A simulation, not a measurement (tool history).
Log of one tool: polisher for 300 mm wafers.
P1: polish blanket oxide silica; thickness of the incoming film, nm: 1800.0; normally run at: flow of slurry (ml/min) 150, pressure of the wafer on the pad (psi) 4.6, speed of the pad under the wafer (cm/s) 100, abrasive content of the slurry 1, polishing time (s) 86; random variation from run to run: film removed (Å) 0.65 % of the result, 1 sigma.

run	hour	flow of slurry (ml/min)	pressure of the wafer on the pad (psi)	speed of the pad under the wafer (cm/s)	abrasive content of the slurry	polishing time (s)	wafers polished on this pad	hours since the slurry nozzle was cleaned	hours since the head pressure was calibrated	hours since the slurry blender was calibrated	hours since the conditioning disc was replaced	film removed (Å)
1	3.3	150	4.6	100	1	86	333	163.7	486.9	250	137.1	3159.4
2	7.5	150	4.6	148	1	86	370	167.9	491.1	254.2	141.3	4320
3	14	150	4.6	100	1.45	86	429	174.4	497.6	260.7	147.8	3680.3
4	19.1	150	4.6	100	0.65	86	474	179.5	502.7	265.8	152.9	2550
5	22.1	190	6.9	100	1	86	501	182.5	505.7	268.8	155.9	4933.4
6	25.7	150	4.6	100	1	86	533	186.1	509.3	272.4	159.5	3152.2
7	29.7	150	4.6	100	1	123	569	190.1	513.3	276.4	163.5	4529.9
8	34.5	215	4.6	100	1	42	612	194.9	518.1	281.2	168.3	1634
9	38.6	150	4.6	100	1	86	649	199	522.2	285.3	172.4	3141.1
10	42.8	150	4.6	100	1	86	686	203.2	526.4	289.5	176.6	3163.7
11	48.8	215	4.6	100	1	86	740	209.2	532.4	295.5	182.6	3285.3
12	52.9	150	2.1	100	1	86	777	213.3	536.5	299.6	186.7	1443.6
13	57.9	110	4.6	100	1	86	822	218.3	541.5	304.6	191.7	2955.3
14	64.6	150	4.6	44	1	86	882	225	548.2	311.3	198.4	1629.1
15	69.8	150	4.6	100	1	86	928	230.2	553.4	316.5	203.6	3113.5
16	75	150	4.6	100	1	86	975	235.4	558.6	321.7	208.8	3168.2
17	81.8	150	4.6	100	1	42	1036	242.2	565.4	328.5	215.6	1536.3
18	86.1	150	6.3	100	1	86	1074	246.5	569.7	332.8	219.9	4326.9
19	92.8	150	4.6	100	1	86	1134	253.2	576.4	339.5	226.6	3165.6
20	97.6	150	4.6	100	1	86	1177	258	581.2	344.3	231.4	2973.1
21	100.7	150	4.6	100	1	86	1205	261.1	584.3	347.4	234.5	2855.9
# hour 103.4: slurry nozzle cleaned
22	103.8	150	4.6	100	1	86	1233	0.5	587.4	350.5	237.6	2842.4
# hour 108.2: head pressure recalibrated
23	109.2	150	4.6	100	1	86	1281	5.9	1.1	355.9	243	2800.7
# hour 113.4: conditioning disc replaced and pad reconditioned
24	114.4	150	4.6	100	1	86	1328	11.1	6.3	361.1	1	2761
25	120.4	150	4.6	100	1	86	1381	17.1	12.3	367.1	7	2783.7

What P1 gives has crept away from where it was. These 2 causes fit the log equally well, each at the size given:
A: removal rate lost through wear of the pad, % = 12.5
B: abrasive missing from the slurry, % = 23.9
The creep began at about hour 92.8.
Why every other cause is out:
slurry flow missing at the pad, %: serviced at hour 103.4, which brought nothing back
head's pressure below its setpoint, %: serviced at hour 108.2, which brought nothing back
time polished since the conditioner stopped cutting, s: serviced at hour 113.4, which brought nothing back

4 check runs are offered, each on 5 wafers whose results are averaged, their results left as question marks. Which one tells the causes apart?
check 1	126.4	150	2.5	100	1	48						?
check 2	126.4	150	4.6	100	1.45	117						?
check 3	126.4	150	2.1	140	1	86						?
check 4	126.4	150	6	72	1	86						?

What each check would give under each cause:
check	result	if A	if B
check 1	film removed (Å)	838.08	838.15
check 2	film removed (Å)	4376.1	4487
check 3	film removed (Å)	1650.9	1651.1
check 4	film removed (Å)	2770.9	2771.1
How far apart the two closest causes lie, in the result that separates them most: check 1 0.01 %; check 2 2.5 %; check 3 0.01 %; check 4 0.01 %
Check 2 tells the causes apart: in the others they would give nearly the same result.

Check 2 was then run and gave: film removed (Å) 4371.3. Which cause is it?

It is A: removal rate lost through wear of the pad, %.
